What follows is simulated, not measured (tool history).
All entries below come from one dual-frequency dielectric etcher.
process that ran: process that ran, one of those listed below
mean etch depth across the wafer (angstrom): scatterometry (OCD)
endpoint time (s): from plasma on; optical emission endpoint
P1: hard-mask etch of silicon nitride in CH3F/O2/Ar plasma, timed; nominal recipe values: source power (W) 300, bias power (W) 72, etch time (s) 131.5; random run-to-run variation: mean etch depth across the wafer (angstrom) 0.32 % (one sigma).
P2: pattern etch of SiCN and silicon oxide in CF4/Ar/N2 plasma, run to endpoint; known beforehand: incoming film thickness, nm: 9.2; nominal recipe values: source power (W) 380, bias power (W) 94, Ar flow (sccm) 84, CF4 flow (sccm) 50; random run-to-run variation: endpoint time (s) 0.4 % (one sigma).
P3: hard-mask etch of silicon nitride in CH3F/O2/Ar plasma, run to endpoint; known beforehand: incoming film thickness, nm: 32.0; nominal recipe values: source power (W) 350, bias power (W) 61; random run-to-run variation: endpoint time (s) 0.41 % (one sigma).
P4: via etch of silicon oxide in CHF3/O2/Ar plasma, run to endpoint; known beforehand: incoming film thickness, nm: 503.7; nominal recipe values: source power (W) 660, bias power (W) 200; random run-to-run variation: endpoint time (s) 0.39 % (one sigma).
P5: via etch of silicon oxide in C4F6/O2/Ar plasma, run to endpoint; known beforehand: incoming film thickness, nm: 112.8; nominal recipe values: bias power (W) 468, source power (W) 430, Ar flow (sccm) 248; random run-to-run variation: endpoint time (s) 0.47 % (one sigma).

run,hour,process that ran,source power (W),bias power (W),etch time (s),Ar flow (sccm),CF4 flow (sccm),hours since the last wet clean,hours since the last source power generator calibration,hours since the last bias power generator calibration,mean etch depth across the wafer (angstrom),endpoint time (s)
1,5.9,P1,300,72,131.5,,,78.4,1401.6,1812.7,805.70,
2,11.9,P2,380,94,,84,50,84.4,1407.6,1818.7,,11.582
3,21.9,P1,180,72,165.0,,,94.4,1417.6,1828.7,838.77,
4,29.8,P4,920,200,,,,102.3,1425.5,1836.6,,209.100
5,40.8,P2,380,94,,84,50,113.3,1436.5,1847.6,,11.512
6,49.0,P1,300,43,131.5,,,121.5,1444.7,1855.8,683.45,
7,58.8,P2,380,94,,84,70,131.3,1454.5,1865.6,,11.079
8,67.5,P1,430,72,131.5,,,140.0,1463.2,1874.3,926.26,
9,78.9,P1,300,72,131.5,,,151.4,1474.6,1885.7,807.32,
10,87.3,P4,660,200,,,,159.8,1483.0,1894.1,,237.020
11,98.8,P2,380,94,,62,50,171.3,1494.5,1905.6,,11.081
12,110.0,P4,660,141,,,,182.5,1505.7,1916.8,,267.680
13,120.9,P1,300,72,191.0,,,193.4,1516.6,1927.7,1177.50,
14,129.5,P1,300,91,131.5,,,202.0,1525.2,1936.3,876.26,
15,134.9,P3,350,61,,,,207.4,1530.6,1941.7,,51.102
16,146.4,P5,430,468,,248,,218.9,1542.1,1953.2,,24.720
17,155.1,P3,350,61,,,,227.6,1550.8,1961.9,,51.135
18,161.9,P1,190,72,131.5,,,234.4,1557.6,1968.7,684.45,
19,168.0,P1,300,72,94.0,,,240.5,1563.7,1974.8,576.44,
20,177.8,P5,430,576,,248,,250.3,1573.5,1984.6,,23.102
21,184.8,P2,250,94,,84,50,257.3,1580.5,1991.6,,16.681
22,195.7,P2,380,124,,84,50,268.2,1591.4,2002.5,,10.529
23,206.9,P1,300,72,131.5,,,279.4,1602.6,2013.7,804.50,

What will run 24 give?
24,215.4,P5,290,468,,248,,287.9,1611.1,2022.2,,?

Run 24 measured endpoint time (s) 28.530.
